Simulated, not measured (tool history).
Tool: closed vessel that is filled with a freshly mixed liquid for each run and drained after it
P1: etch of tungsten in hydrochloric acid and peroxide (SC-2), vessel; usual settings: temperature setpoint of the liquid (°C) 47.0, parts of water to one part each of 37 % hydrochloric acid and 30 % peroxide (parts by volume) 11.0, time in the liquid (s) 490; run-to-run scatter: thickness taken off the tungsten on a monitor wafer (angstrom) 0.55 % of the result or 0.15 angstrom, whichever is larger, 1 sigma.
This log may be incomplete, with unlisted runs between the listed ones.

run    day  temperature setpoint of the liquid (°C)  parts of water to one part each of 37 % hydrochloric acid and 30 % peroxide (parts by volume)  time in the liquid (s)  hours since the thermometer was replaced  hours since the chemicals flow meter was replaced  hours since the drum of peroxide was connected  thickness taken off the tungsten on a monitor wafer (angstrom)
  1  0.221                                     47.0                                                                                           11.0                     490                                     433.7                                              296.3                                           143.3                                                         417.030
  2  0.588                                     47.0                                                                                            4.0                     490                                     442.5                                              305.1                                           152.1                                                         904.380
     0.675  -- new drum of peroxide connected
  3  0.971                                     47.0                                                                                           11.0                     490                                     451.7                                              314.3                                             7.1                                                         416.520
  4  1.308                                     47.0                                                                                           18.5                     490                                     459.8                                              322.4                                            15.2                                                         264.110
  5  1.721                                     35.0                                                                                           11.0                     490                                     469.7                                              332.3                                            25.1                                                         181.510
  6  2.054                                     47.0                                                                                           11.0                     490                                     477.7                                              340.3                                            33.1                                                         414.680
  7  2.538                                     47.0                                                                                           11.0                      30                                     489.3                                              351.9                                            44.7                                                          25.367
  8  2.992                                     59.0                                                                                            5.5                     490                                     500.2                                              362.8                                            55.6                                                        1580.700
  9  3.433                                     55.0                                                                                           11.0                     490                                     510.8                                              373.4                                            66.2                                                         715.900
 10  3.942                                     47.0                                                                                           11.0                     490                                     523.0                                              385.6                                            78.4                                                         415.480
 11  4.350                                     47.0                                                                                           11.0                     490                                     532.8                                              395.4                                            88.2                                                         415.220
 12  4.804                                     47.0                                                                                           11.0                     490                                     543.7                                              406.3                                            99.1                                                         417.790
 13  5.100                                     47.0                                                                                           11.0                     945                                     550.8                                              413.4                                           106.2                                                         813.720
 14  5.346                                     58.5                                                                                           17.0                     490                                     556.7                                              419.3                                           112.1                                                         607.910
 15  5.842                                     47.0                                                                                           11.0                     490                                     568.6                                              431.2                                           124.0                                                         415.720
 16  6.246                                     47.0                                                                                           11.0                     490                                     578.3                                              440.9                                           133.7                                                         416.430
 17  6.708                                     47.0                                                                                           11.0                     490                                     589.4                                              452.0                                           144.8                                                         442.310
 18  6.975                                     47.0                                                                                           11.0                     490                                     595.8                                              458.4                                           151.2                                                         448.400
 19  7.312                                     47.0                                                                                           11.0                     490                                     603.9                                              466.5                                           159.3                                                         450.510
 20  7.596                                     47.0                                                                                           11.0                     490                                     610.7                                              473.3                                           166.1                                                         451.130
 21  7.975                                     47.0                                                                                           11.0                     490                                     619.8                                              482.4                                           175.2                                                         454.300
 22  8.217                                     47.0                                                                                           11.0                     490                                     625.6                                              488.2                                           181.0                                                         458.290
 23  8.662                                     47.0                                                                                           11.0                     490                                     636.3                                              498.9                                           191.7                                                         454.320

Compared with where it was, what P1 gives has crept away. Each cause listed below fits the log as well as the rest, at the size given for it:
A: chemicals flow above the setpoint (%) = 11.3
B: liquid hotter than its thermometer reads (K) = 1.33
The onset of the drift is placed at about day 6.246.
Why every other cause is out:
peroxide weaker than its label (%): can reach only 8, and even then thickness taken off the tungsten on a monitor wafer (angstrom) would move by -7.4 %, too little or the wrong way

You are offered 4 check runs, listed below with question marks in place of their results; each one averages 5 wafers. Which run separates the listed causes by giving clearly different results for each?
check 1  9.108                                     40.0                                                                                           11.0                     870                                                                                                                                                                                                            ?
check 2  9.108                                     35.0                                                                                            5.0                     490                                                                                                                                                                                                            ?
check 3  9.108                                     47.0                                                                                           16.5                     110                                                                                                                                                                                                            ?
check 4  9.108                                     47.0                                                                                           14.5                     290                                                                                                                                                                                                            ?

What each check would give under each cause:
  check                                                          result     if A     if B
check 1  thickness taken off the tungsten on a monitor wafer (angstrom)  499.470  501.570
check 2  thickness taken off the tungsten on a monitor wafer (angstrom)  358.970  366.870
check 3  thickness taken off the tungsten on a monitor wafer (angstrom)   72.525   72.169
check 4  thickness taken off the tungsten on a monitor wafer (angstrom)  214.070  213.330
Separation of the two closest causes in each check, using whichever result separates them best: check 1 0.42 %; check 2 2.18 %; check 3 0.49 %; check 4 0.35 %
Only check 2 tells the causes apart: in the others they would give nearly the same result.

After running check 2, the following was obtained: thickness taken off the tungsten on a monitor wafer (angstrom) 366.990. Which cause does this point to?

It is B: liquid hotter than its thermometer reads (K).
